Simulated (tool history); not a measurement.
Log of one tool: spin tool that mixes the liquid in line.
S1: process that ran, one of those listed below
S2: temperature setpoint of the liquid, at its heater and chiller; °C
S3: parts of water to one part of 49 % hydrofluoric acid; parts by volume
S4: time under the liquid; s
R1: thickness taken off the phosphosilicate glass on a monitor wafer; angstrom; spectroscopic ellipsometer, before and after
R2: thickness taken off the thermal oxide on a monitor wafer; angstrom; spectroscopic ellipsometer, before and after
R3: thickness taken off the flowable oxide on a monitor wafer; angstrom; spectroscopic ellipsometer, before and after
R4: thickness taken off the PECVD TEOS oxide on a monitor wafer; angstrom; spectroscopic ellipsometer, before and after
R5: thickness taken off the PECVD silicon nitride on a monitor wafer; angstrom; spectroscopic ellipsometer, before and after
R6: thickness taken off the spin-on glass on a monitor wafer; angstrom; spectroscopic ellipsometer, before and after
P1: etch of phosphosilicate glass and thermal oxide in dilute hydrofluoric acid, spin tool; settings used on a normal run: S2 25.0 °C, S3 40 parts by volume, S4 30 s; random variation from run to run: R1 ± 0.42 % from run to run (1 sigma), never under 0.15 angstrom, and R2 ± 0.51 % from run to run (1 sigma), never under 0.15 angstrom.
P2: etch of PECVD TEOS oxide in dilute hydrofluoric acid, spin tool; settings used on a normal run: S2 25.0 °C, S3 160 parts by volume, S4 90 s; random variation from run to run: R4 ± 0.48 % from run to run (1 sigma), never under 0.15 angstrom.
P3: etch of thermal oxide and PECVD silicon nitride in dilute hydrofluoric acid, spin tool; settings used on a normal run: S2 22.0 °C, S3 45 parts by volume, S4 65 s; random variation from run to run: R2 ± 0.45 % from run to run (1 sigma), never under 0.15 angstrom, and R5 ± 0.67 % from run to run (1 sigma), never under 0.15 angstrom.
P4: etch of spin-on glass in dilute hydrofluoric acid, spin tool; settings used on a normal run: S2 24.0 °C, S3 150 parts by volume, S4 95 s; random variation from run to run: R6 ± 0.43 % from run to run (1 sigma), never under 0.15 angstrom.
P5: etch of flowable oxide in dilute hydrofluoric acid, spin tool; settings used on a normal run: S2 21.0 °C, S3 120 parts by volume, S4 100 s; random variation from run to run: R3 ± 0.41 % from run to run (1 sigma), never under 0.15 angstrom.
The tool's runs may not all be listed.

run 1 day=0.179 | S1=P1 S2=25.0 S3=40 S4=30 | R1=510.41 R2=41.827
run 2 day=0.383 | S1=P5 S2=21.0 S3=120 S4=100 | R3=198.42
run 3 day=0.633 | S1=P2 S2=25.0 S3=55 S4=90 | R4=451.580
run 4 day=0.892 | S1=P3 S2=17.0 S3=45 S4=65 | R2=54.582 R5=21.210
run 5 day=1.154 | S1=P3 S2=22.0 S3=45 S4=110 | R2=116.070 R5=51.799
run 6 day=1.417 | S1=P3 S2=22.0 S3=75 S4=65 | R2=38.982 R5=18.102
run 7 day=1.575 | S1=P1 S2=25.0 S3=40 S4=55 | R1=938.70 R2=75.978
run 8 day=1.696 | S1=P3 S2=22.0 S3=45 S4=65 | R2=68.256 R5=30.557
run 9 day=1.958 | S1=P1 S2=25.0 S3=20 S4=30 | R1=1045.60 R2=86.133
run 10 day=2.212 | S1=P5 S2=17.0 S3=120 S4=100 | R3=169.23
run 11 day=2.479 | S1=P1 S2=25.0 S3=40 S4=30 | R1=507.77 R2=41.447
run 12 day=2.633 | S1=P1 S2=32.5 S3=40 S4=30 | R1=685.16 R2=55.520
run 13 day=2.825 | S1=P4 S2=24.0 S3=150 S4=95 | R6=260.39
run 14 day=3.000 | S1=P5 S2=21.0 S3=40 S4=100 | R3=654.85
run 15 day=3.254 | S1=P4 S2=17.0 S3=150 S4=95 | R6=196.05
run 16 day=3.517 | S1=P1 S2=25.0 S3=40 S4=15 | R1=254.12 R2=20.807
run 17 day=3.775 | S1=P5 S2=21.0 S3=120 S4=55 | R3=109.26
run 18 day=3.975 | S1=P4 S2=24.0 S3=35 S4=95 | R6=1284.00
run 19 day=4.208 | S1=P2 S2=25.0 S3=160 S4=90 | R4=136.360
run 20 day=4.404 | S1=P1 S2=20.5 S3=40 S4=30 | R1=424.95 R2=34.328
run 21 day=4.538 | S1=P1 S2=25.0 S3=40 S4=30 | R1=509.84 R2=41.857
run 22 day=4.688 | S1=P1 S2=25.0 S3=40 S4=30 | R1=509.44 R2=41.600
run 23 day=4.808 | S1=P1 S2=21.0 S3=40 S4=45 | R1=643.88 R2=52.895
run 24 day=4.929 | S1=P1 S2=25.0 S3=40 S4=30 | R1=511.79 R2=41.630
run 25 day=5.108 | S1=P2 S2=25.0 S3=160 S4=90 | R4=136.990
run 26 day=5.379 | S1=P2 S2=25.0 S3=160 S4=45 | R4=68.269
run 27 day=5.571 | S1=P2 S2=17.5 S3=160 S4=90 | R4=101.470
run 28 day=5.746 | S1=P1 S2=25.0 S3=70 S4=30 | R1=281.30 R2=22.626
run 29 day=5.904 | S1=P3 S2=22.0 S3=45 S4=65 | R2=68.248 R5=30.326
run 30 day=6.112 | S1=P4 S2=24.0 S3=150 S4=175 | R6=480.01
run 31 day=6.262 | S1=P1 S2=25.0 S3=40 S4=30 | R1=511.26 R2=42.153
run 32 day=6.446 | S1=P1 S2=25.0 S3=40 S4=30 | R1=499.43 R2=40.760
run 33 day=6.692 | S1=P1 S2=25.0 S3=40 S4=30 | R1=491.65 R2=40.561

Forecast run 34:
run 34 day=6.825 | S1=P1 S2=25.0 S3=40 S4=30 | R1=? R2=?

{"run 34": {"R1": 483.37, "R2": 39.62}}

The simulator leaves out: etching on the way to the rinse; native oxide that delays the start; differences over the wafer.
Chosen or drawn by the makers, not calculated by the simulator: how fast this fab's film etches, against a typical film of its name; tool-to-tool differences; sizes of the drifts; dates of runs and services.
